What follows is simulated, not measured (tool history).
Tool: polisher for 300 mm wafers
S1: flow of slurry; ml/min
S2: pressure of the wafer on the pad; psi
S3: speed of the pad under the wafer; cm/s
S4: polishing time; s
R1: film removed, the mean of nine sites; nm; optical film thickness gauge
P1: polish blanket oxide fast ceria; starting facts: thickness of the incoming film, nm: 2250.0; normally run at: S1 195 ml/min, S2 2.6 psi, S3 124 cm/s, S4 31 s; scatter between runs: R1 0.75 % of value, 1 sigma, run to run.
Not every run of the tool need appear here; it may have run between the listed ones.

Run 1, hour 4.9: S1 195 ml/min, S2 2.6 psi, S3 124 cm/s, S4 31 s. Result: R1 462.68 nm.
Run 2, hour 11.8: S1 195 ml/min, S2 2.6 psi, S3 70 cm/s, S4 31 s. Result: R1 264.45 nm.
Run 3, hour 20.3: S1 195 ml/min, S2 2.6 psi, S3 124 cm/s, S4 31 s. Result: R1 462.48 nm.
Run 4, hour 29.3: S1 115 ml/min, S2 3.8 psi, S3 124 cm/s, S4 31 s. Result: R1 607.54 nm.
Run 5, hour 36.4: S1 115 ml/min, S2 2.6 psi, S3 124 cm/s, S4 31 s. Result: R1 423.67 nm.
Run 6, hour 40.6: S1 195 ml/min, S2 2.6 psi, S3 124 cm/s, S4 31 s. Result: R1 462.71 nm.
Run 7, hour 47.6: S1 270 ml/min, S2 2.6 psi, S3 124 cm/s, S4 31 s. Result: R1 483.81 nm.
Run 8, hour 55.8: S1 195 ml/min, S2 2.6 psi, S3 124 cm/s, S4 48 s. Result: R1 729.74 nm.
Run 9, hour 62.7: S1 195 ml/min, S2 2.6 psi, S3 124 cm/s, S4 31 s. Result: R1 462.26 nm.
Run 10, hour 69.6: S1 195 ml/min, S2 2.6 psi, S3 124 cm/s, S4 31 s. Result: R1 461.33 nm.
Run 11, hour 78.2: S1 195 ml/min, S2 1.2 psi, S3 124 cm/s, S4 31 s. Result: R1 214.8 nm.
Run 12, hour 85.6: S1 195 ml/min, S2 2.6 psi, S3 124 cm/s, S4 31 s. Result: R1 462.54 nm.
Run 13, hour 94.2: S1 195 ml/min, S2 3.9 psi, S3 124 cm/s, S4 31 s. Result: R1 689.41 nm.
Run 14, hour 103.4: S1 195 ml/min, S2 2.6 psi, S3 124 cm/s, S4 20 s. Result: R1 298.51 nm.
Run 15, hour 110: S1 195 ml/min, S2 2.6 psi, S3 190 cm/s, S4 31 s. Result: R1 706.15 nm.
Run 16, hour 117.8: S1 115 ml/min, S2 3.2 psi, S3 124 cm/s, S4 31 s. Result: R1 517.67 nm.
Run 17, hour 123.8: S1 195 ml/min, S2 2.6 psi, S3 124 cm/s, S4 31 s. Result: R1 458.39 nm.
Run 18, hour 132.3: S1 195 ml/min, S2 2.6 psi, S3 124 cm/s, S4 31 s. Result: R1 465.33 nm.
Run 19, hour 140.8: S1 195 ml/min, S2 2.6 psi, S3 124 cm/s, S4 31 s. Result: R1 443.87 nm.
Run 20, hour 149.8: S1 195 ml/min, S2 2.6 psi, S3 124 cm/s, S4 31 s. Result: R1 437.01 nm.
Run 21, hour 159: S1 195 ml/min, S2 2.6 psi, S3 124 cm/s, S4 31 s. Result: R1 433.37 nm.

For run 22, what comes out?
At hour 160.3: head pressure recalibrated.
Run 22, hour 163.6: S1 195 ml/min, S2 2.6 psi, S3 124 cm/s, S4 31 s. Result: R1 ?.

{"run 22": {"R1": 433.2}}
